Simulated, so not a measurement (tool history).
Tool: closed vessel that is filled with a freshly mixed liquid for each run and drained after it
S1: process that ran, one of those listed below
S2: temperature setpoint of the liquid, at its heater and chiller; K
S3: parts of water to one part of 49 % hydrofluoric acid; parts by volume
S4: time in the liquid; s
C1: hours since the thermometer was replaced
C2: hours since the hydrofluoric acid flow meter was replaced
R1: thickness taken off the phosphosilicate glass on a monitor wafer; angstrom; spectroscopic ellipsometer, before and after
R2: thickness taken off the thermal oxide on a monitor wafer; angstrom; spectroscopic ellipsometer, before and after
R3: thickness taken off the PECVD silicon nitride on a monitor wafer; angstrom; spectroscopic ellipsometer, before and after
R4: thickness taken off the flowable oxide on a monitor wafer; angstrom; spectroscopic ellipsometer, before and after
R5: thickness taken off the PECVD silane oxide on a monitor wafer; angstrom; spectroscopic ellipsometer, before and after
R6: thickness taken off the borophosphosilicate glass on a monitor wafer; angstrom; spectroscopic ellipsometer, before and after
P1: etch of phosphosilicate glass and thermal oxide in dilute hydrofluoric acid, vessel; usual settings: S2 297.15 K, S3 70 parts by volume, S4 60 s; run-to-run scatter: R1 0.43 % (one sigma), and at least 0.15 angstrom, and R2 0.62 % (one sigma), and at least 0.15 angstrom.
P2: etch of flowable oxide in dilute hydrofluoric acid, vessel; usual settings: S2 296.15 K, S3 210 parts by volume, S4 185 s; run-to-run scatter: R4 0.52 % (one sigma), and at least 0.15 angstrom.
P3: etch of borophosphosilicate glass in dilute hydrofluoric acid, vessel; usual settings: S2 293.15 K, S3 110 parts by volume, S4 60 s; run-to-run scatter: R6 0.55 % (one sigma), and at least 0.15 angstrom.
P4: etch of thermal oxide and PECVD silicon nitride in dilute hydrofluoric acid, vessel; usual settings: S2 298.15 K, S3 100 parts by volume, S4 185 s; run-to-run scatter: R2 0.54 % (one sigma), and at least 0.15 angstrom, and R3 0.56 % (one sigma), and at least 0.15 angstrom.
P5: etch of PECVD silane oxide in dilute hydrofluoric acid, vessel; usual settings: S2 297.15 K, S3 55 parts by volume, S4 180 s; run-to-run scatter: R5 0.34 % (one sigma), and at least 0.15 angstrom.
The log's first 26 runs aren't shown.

Run 27, day 12.342: S1 P1, S2 297.15 K, S3 70 parts by volume, S4 60 s; C1 208.9; C2 1292.8. Result: R1 1341.2 angstrom, R2 38.801 angstrom.
Run 28, day 12.742: S1 P5, S2 297.15 K, S3 55 parts by volume, S4 180 s; C1 218.5; C2 1302.4. Result: R5 529.84 angstrom.
Run 29, day 13.304: S1 P5, S2 302.15 K, S3 55 parts by volume, S4 180 s; C1 232; C2 1315.9. Result: R5 649.15 angstrom.
Run 30, day 13.708: S1 P2, S2 290.65 K, S3 210 parts by volume, S4 185 s; C1 241.7; C2 1325.6. Result: R4 234.34 angstrom.
Run 31, day 14.092: S1 P1, S2 297.15 K, S3 70 parts by volume, S4 60 s; C1 250.9; C2 1334.8. Result: R1 1331.5 angstrom, R2 38.88 angstrom.
Run 32, day 14.404: S1 P1, S2 297.15 K, S3 70 parts by volume, S4 60 s; C1 258.4; C2 1342.3. Result: R1 1340.3 angstrom, R2 38.982 angstrom.
Run 33, day 14.721: S1 P1, S2 297.15 K, S3 70 parts by volume, S4 60 s; C1 266; C2 1349.9. Result: R1 1335.6 angstrom, R2 39.055 angstrom.
Run 34, day 15.125: S1 P1, S2 297.15 K, S3 70 parts by volume, S4 60 s; C1 275.7; C2 1359.6. Result: R1 1306.2 angstrom, R2 38.036 angstrom.
Run 35, day 15.483: S1 P1, S2 297.15 K, S3 70 parts by volume, S4 60 s; C1 284.3; C2 1368.2. Result: R1 1295.1 angstrom, R2 37.507 angstrom.
Run 36, day 15.879: S1 P1, S2 297.15 K, S3 70 parts by volume, S4 60 s; C1 293.8; C2 1377.7. Result: R1 1283.8 angstrom, R2 37.708 angstrom.
Run 37, day 16.475: S1 P1, S2 297.15 K, S3 70 parts by volume, S4 60 s; C1 308.1; C2 1392. Result: R1 1260.6 angstrom, R2 36.565 angstrom.
Run 38, day 17.029: S1 P1, S2 297.15 K, S3 70 parts by volume, S4 60 s; C1 321.4; C2 1405.3. Result: R1 1249.3 angstrom, R2 36.715 angstrom.
Run 39, day 17.546: S1 P1, S2 297.15 K, S3 70 parts by volume, S4 60 s; C1 333.8; C2 1417.7. Result: R1 1261.1 angstrom, R2 36.537 angstrom.
Run 40, day 17.95: S1 P1, S2 297.15 K, S3 70 parts by volume, S4 60 s; C1 343.5; C2 1427.4. Result: R1 1248.9 angstrom, R2 36.494 angstrom.

Forecast run 41:
Run 41, day 18.479: S1 P1, S2 297.15 K, S3 70 parts by volume, S4 60 s; C1 356.2; C2 1440.1. Result: R1 ?, R2 ?.

{"run 41": {"R1": 1248.6, "R2": 36.349}}

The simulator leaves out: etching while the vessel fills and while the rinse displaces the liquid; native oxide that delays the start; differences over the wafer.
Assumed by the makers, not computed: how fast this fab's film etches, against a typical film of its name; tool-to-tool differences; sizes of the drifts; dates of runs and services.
